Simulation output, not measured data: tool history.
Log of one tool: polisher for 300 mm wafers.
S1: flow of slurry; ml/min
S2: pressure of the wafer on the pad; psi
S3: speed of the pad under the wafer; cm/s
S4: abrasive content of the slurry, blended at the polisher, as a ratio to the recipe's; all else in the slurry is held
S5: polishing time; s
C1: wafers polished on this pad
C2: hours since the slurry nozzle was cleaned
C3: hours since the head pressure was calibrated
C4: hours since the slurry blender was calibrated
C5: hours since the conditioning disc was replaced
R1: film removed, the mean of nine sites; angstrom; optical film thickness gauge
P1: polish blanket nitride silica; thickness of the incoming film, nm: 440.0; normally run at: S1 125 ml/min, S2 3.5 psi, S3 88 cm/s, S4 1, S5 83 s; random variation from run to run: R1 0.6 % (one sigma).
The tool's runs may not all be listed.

Run 1, hour 8.9: S1 125 ml/min, S2 3.5 psi, S3 88 cm/s, S4 1, S5 83 s; C1 549; C2 466.1; C3 51.9; C4 97.3; C5 109. Result: R1 429.13 angstrom.
Run 2, hour 21.6: S1 125 ml/min, S2 5.2 psi, S3 88 cm/s, S4 1, S5 83 s; C1 681; C2 478.8; C3 64.6; C4 110; C5 121.7. Result: R1 629.41 angstrom.
Run 3, hour 28.8: S1 75 ml/min, S2 3.5 psi, S3 88 cm/s, S4 1, S5 83 s; C1 756; C2 486; C3 71.8; C4 117.2; C5 128.9. Result: R1 371.84 angstrom.
Run 4, hour 37.1: S1 125 ml/min, S2 3.5 psi, S3 88 cm/s, S4 0.7, S5 42 s; C1 843; C2 494.3; C3 80.1; C4 125.5; C5 137.2. Result: R1 180.66 angstrom.
Run 5, hour 52.5: S1 125 ml/min, S2 3.5 psi, S3 88 cm/s, S4 1.3, S5 83 s; C1 1003; C2 509.7; C3 95.5; C4 140.9; C5 152.6. Result: R1 473.39 angstrom.
Run 6, hour 65.8: S1 125 ml/min, S2 3.5 psi, S3 126 cm/s, S4 1, S5 44 s; C1 1141; C2 523; C3 108.8; C4 154.2; C5 165.9. Result: R1 301.91 angstrom.
Run 7, hour 81.2: S1 125 ml/min, S2 1.6 psi, S3 88 cm/s, S4 1, S5 83 s; C1 1302; C2 538.4; C3 124.2; C4 169.6; C5 181.3. Result: R1 192.52 angstrom.
Run 8, hour 93.8: S1 125 ml/min, S2 3.5 psi, S3 88 cm/s, S4 1, S5 47 s; C1 1433; C2 551; C3 136.8; C4 182.2; C5 193.9. Result: R1 238.32 angstrom.
Run 9, hour 103.6: S1 125 ml/min, S2 3.5 psi, S3 116 cm/s, S4 1, S5 83 s; C1 1535; C2 560.8; C3 146.6; C4 192; C5 203.7. Result: R1 529.91 angstrom.
Run 10, hour 112.5: S1 125 ml/min, S2 3.5 psi, S3 88 cm/s, S4 1, S5 83 s; C1 1627; C2 569.7; C3 155.5; C4 200.9; C5 212.6. Result: R1 424.09 angstrom.
Run 11, hour 123.3: S1 125 ml/min, S2 3.5 psi, S3 88 cm/s, S4 1, S5 83 s; C1 1740; C2 580.5; C3 166.3; C4 211.7; C5 223.4. Result: R1 424.49 angstrom.
At hour 123.8: head pressure recalibrated.
Run 12, hour 138.8: S1 125 ml/min, S2 3.5 psi, S3 88 cm/s, S4 1, S5 131 s; C1 1901; C2 596; C3 15.1; C4 227.2; C5 238.9. Result: R1 671.99 angstrom.
Run 13, hour 146.7: S1 200 ml/min, S2 3.5 psi, S3 88 cm/s, S4 1, S5 83 s; C1 1983; C2 603.9; C3 23; C4 235.1; C5 246.8. Result: R1 456.58 angstrom.
Run 14, hour 154.6: S1 125 ml/min, S2 3.5 psi, S3 88 cm/s, S4 1, S5 83 s; C1 2065; C2 611.8; C3 30.9; C4 243; C5 254.7. Result: R1 425.81 angstrom.
Run 15, hour 165.1: S1 125 ml/min, S2 3.5 psi, S3 88 cm/s, S4 0.55, S5 83 s; C1 2174; C2 622.3; C3 41.4; C4 253.5; C5 265.2. Result: R1 311.12 angstrom.
At hour 173.1: slurry nozzle cleaned.
Run 16, hour 178.5: S1 125 ml/min, S2 3.5 psi, S3 88 cm/s, S4 1, S5 83 s; C1 2314; C2 5.4; C3 54.8; C4 266.9; C5 278.6. Result: R1 427.73 angstrom.
Run 17, hour 190.1: S1 125 ml/min, S2 3.5 psi, S3 40 cm/s, S4 1, S5 83 s; C1 2434; C2 17; C3 66.4; C4 278.5; C5 290.2. Result: R1 225.58 angstrom.
Run 18, hour 200.8: S1 125 ml/min, S2 3.5 psi, S3 88 cm/s, S4 1, S5 83 s; C1 2546; C2 27.7; C3 77.1; C4 289.2; C5 300.9. Result: R1 421.72 angstrom.
Run 19, hour 214.1: S1 125 ml/min, S2 3.5 psi, S3 88 cm/s, S4 1, S5 83 s; C1 2684; C2 41; C3 90.4; C4 302.5; C5 314.2. Result: R1 399.42 angstrom.
Run 20, hour 222: S1 125 ml/min, S2 3.5 psi, S3 88 cm/s, S4 1, S5 83 s; C1 2766; C2 48.9; C3 98.3; C4 310.4; C5 322.1. Result: R1 392.87 angstrom.
Run 21, hour 231.6: S1 125 ml/min, S2 3.5 psi, S3 88 cm/s, S4 1, S5 83 s; C1 2866; C2 58.5; C3 107.9; C4 320; C5 331.7. Result: R1 388.86 angstrom.
At hour 234.3: conditioning disc replaced and pad reconditioned.
Run 22, hour 238.7: S1 125 ml/min, S2 3.5 psi, S3 88 cm/s, S4 1, S5 83 s; C1 2940; C2 65.6; C3 115; C4 327.1; C5 4.4. Result: R1 384.62 angstrom.
Run 23, hour 245.6: S1 125 ml/min, S2 3.5 psi, S3 88 cm/s, S4 1, S5 83 s; C1 3012; C2 72.5; C3 121.9; C4 334; C5 11.3. Result: R1 384.28 angstrom.
At hour 246.8: head pressure recalibrated.
Run 24, hour 258.3: S1 125 ml/min, S2 3.5 psi, S3 88 cm/s, S4 1, S5 83 s; C1 3144; C2 85.2; C3 11.6; C4 346.7; C5 24. Result: R1 385.34 angstrom.
Run 25, hour 266.3: S1 125 ml/min, S2 3.5 psi, S3 88 cm/s, S4 1, S5 83 s; C1 3227; C2 93.2; C3 19.6; C4 354.7; C5 32. Result: R1 383.73 angstrom.

What P1 gives has crept away from where it was. These 3 causes fit the log equally well, each at the size given:
A: removal rate lost through wear of the pad, % = 9.96
B: slurry flow missing at the pad, % = 34.6
C: abrasive missing from the slurry, % = 19.6
The creep began at about hour 200.8.
Why every other cause is out:
head's pressure below its setpoint, %: serviced at hour 246.8, which brought nothing back
time polished since the conditioner stopped cutting, s: serviced at hour 234.3, which brought nothing back

4 check runs are offered, each on 5 wafers whose results are averaged, their results left as question marks. Which one tells the causes apart?
Run check 1, hour 274.3: S1 190 ml/min, S2 3.5 psi, S3 88 cm/s, S4 0.65, S5 83 s. Result: R1 ?.
Run check 2, hour 274.3: S1 125 ml/min, S2 2 psi, S3 88 cm/s, S4 1, S5 128 s. Result: R1 ?.
Run check 3, hour 274.3: S1 125 ml/min, S2 4.6 psi, S3 88 cm/s, S4 1, S5 113 s. Result: R1 ?.
Run check 4, hour 274.3: S1 125 ml/min, S2 3.5 psi, S3 106 cm/s, S4 1, S5 83 s. Result: R1 ?.

What each check would give under each cause:
  check  result    if A    if B    if C
check 1      R1  329.67  340.73  322.03
check 2      R1  336.94  336.91  336.88
check 3      R1  684.14  684.09  684.02
check 4      R1  443.73  443.69  443.65
How far apart the two closest causes lie, in the result that separates them most: check 1 2.34 %; check 2 0.01 %; check 3 0.01 %; check 4 0.01 %
Check 1 tells the causes apart: in the others they would give nearly the same result.

Then check 1 was run and gave: R1 329.83 angstrom. Which cause is it?

It is A: removal rate lost through wear of the pad, %.

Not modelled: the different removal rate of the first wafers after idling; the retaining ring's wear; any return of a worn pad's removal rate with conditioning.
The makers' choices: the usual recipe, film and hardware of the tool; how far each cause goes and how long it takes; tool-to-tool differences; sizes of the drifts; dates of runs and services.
